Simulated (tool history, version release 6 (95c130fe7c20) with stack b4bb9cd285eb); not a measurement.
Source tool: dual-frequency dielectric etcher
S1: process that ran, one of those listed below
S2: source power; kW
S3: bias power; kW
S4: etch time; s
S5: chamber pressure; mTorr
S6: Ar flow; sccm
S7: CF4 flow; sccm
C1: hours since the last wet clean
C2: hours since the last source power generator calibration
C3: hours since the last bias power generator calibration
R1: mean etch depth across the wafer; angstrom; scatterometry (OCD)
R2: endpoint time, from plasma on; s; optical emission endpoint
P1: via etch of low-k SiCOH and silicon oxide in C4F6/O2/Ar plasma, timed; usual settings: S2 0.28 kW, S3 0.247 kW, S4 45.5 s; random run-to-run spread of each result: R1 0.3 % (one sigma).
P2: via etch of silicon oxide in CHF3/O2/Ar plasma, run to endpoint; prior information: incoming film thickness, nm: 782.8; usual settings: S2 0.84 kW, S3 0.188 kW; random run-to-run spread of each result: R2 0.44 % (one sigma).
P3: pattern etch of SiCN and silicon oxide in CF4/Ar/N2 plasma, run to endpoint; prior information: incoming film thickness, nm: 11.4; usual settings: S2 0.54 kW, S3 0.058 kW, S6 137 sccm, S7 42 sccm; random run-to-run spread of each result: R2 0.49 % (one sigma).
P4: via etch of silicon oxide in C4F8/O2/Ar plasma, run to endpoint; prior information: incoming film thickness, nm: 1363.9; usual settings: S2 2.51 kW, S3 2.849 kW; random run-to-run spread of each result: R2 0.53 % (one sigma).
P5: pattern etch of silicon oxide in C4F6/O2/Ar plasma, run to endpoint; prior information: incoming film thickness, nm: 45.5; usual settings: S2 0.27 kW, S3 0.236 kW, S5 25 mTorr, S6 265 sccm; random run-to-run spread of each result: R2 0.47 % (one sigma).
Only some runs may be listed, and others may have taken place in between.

run,hour,S1,S2,S3,S4,S5,S6,S7,C1,C2,C3,R1,R2
1,3.9,P1,0.28,0.247,45.5,,,,76.3,1297.5,636.5,1122,
2,6.1,P5,0.27,0.236,,25,265,,78.5,1299.7,638.7,,14.787
3,8.4,P1,0.28,0.247,45.5,,,,80.8,1302,641,1123.6,
4,11.4,P5,0.27,0.236,,25,177,,83.8,1305,644,,14.161
5,15,P2,1.15,0.188,,,,,87.4,1308.6,647.6,,305.42
6,18.1,P1,0.28,0.247,45.5,,,,90.5,1311.7,650.7,1124.4,
7,21.1,P1,0.28,0.247,45.5,,,,93.5,1314.7,653.7,1123.5,
8,24.4,P5,0.27,0.236,,31.5,265,,96.8,1318,657,,15.115
9,27,P1,0.34,0.247,45.5,,,,99.4,1320.6,659.6,1222.1,
10,30.1,P5,0.27,0.236,,25,265,,102.5,1323.7,662.7,,14.631
11,32.4,P1,0.28,0.343,45.5,,,,104.8,1326,665,1259.4,
12,34.7,P3,0.54,0.058,,,137,42,107.1,1328.3,667.3,,14.239
13,37.4,P3,0.54,0.058,,,137,56,109.8,1331,670,,13.559
14,41,P2,0.84,0.188,,,,,113.4,1334.6,673.6,,347.02
15,43.9,P3,0.54,0.058,,,87,42,116.3,1337.5,676.5,,13.213
16,46.3,P4,2.51,1.656,,,,,118.7,1339.9,678.9,,267.69
17,49.9,P1,0.19,0.247,45.5,,,,122.3,1343.5,682.5,970.34,
18,53.6,P4,2.51,2.849,,,,,126,1347.2,686.2,,229.88
19,55.8,P1,0.28,0.172,45.5,,,,128.2,1349.4,688.4,999.09,
20,59.3,P2,0.84,0.244,,,,,131.7,1352.9,691.9,,314.92
21,61.5,P5,0.27,0.182,,25,265,,133.9,1355.1,694.1,,16.209
22,63.9,P5,0.15,0.236,,25,265,,136.3,1357.5,696.5,,18.455
23,66,P1,0.28,0.19,30,,,,138.4,1359.6,698.6,680.11,
24,69.7,P1,0.28,0.247,45.5,,,,142.1,1363.3,702.3,1124.6,
25,72.6,P4,3.44,2.849,,,,,145,1366.2,705.2,,204.24
26,75.6,P1,0.28,0.247,63,,,,148,1369.2,708.2,1567.6,
27,79.2,P3,0.67,0.058,,,137,42,151.6,1372.8,711.8,,11.826
28,81.8,P1,0.28,0.247,45.5,,,,154.2,1375.4,714.4,1127.9,
29,84.1,P4,2.51,2.849,,,,,156.5,1377.7,716.7,,226.81
30,87.8,P3,0.54,0.058,,,137,42,160.2,1381.4,720.4,,14.23
31,90.7,P1,0.28,0.247,35,,,,163.1,1384.3,723.3,868.74,
32,93.7,P2,0.84,0.188,,,,,166.1,1387.3,726.3,,346.83
33,95.8,P3,0.54,0.037,,,137,42,168.2,1389.4,728.4,,16.709
34,99.3,P1,0.28,0.247,45.5,,,,171.7,1392.9,731.9,1126.3,
35,102.3,P1,0.28,0.247,45.5,,,,174.7,1395.9,734.9,1134.1,
36,105.8,P1,0.28,0.247,45.5,,,,178.2,1399.4,738.4,1135.8,
37,109.6,P1,0.28,0.247,45.5,,,,182,1403.2,742.2,1133.5,
38,111.5,P1,0.28,0.247,45.5,,,,183.9,1405.1,744.1,1137.9,
39,115.3,P1,0.28,0.247,45.5,,,,187.7,1408.9,747.9,1142,
# hour 115.7: wet clean of the chamber
40,118.9,P1,0.28,0.247,45.5,,,,3.3,1412.5,751.5,1143.2,
41,122.1,P1,0.28,0.247,45.5,,,,6.5,1415.7,754.7,1143.8,
42,124.5,P1,0.28,0.247,45.5,,,,8.9,1418.1,757.1,1144.1,
43,128.4,P1,0.28,0.247,45.5,,,,12.8,1422,761,1137,

The output of P1 has drifted from where it used to be. Each of the 2 causes below, taken at the size shown beside it, accounts for the log equally well:
A: source power that arrives over what is set, % = 4.1
B: bias power that arrives over what is set, % = 4.51
At approximately hour 99.3, the process output began to creep.
Ruled out, with reasons:
chamber walls in a state that raises the etch rate, %: its service at hour 115.7 followed the start of the drift and did not put the process back to its old value

Of the 4 check runs below, each run on 3 wafers with the results averaged and each result still a question mark, which one would tell the listed causes apart?
check 1,132.3,P4,3.08,2.141,,,,,,,,,?
check 2,132.3,P5,0.18,0.236,,25,210,,,,,,?
check 3,132.3,P2,1.14,0.22,,,,,,,,,?
check 4,132.3,P3,0.54,0.05,,,91,42,,,,,?

How each check would come out, cause by cause:
check,result,if A,if B
check 1,R2,225.84,226.68
check 2,R2,16.546,16.54
check 3,R2,287.1,287.27
check 4,R2,13.452,13.738
Minimum pairwise separation of causes per check, each pair taken at its best-separating result: check 1 0.37 %; check 2 0.04 %; check 3 0.06 %; check 4 2.1 %
Only check 4 tells the causes apart: in the others they would give nearly the same result.

Then check 4 was run and gave: R2 13.388 s. Which cause is it?

Of the candidate causes, it is A: source power that arrives over what is set, %.
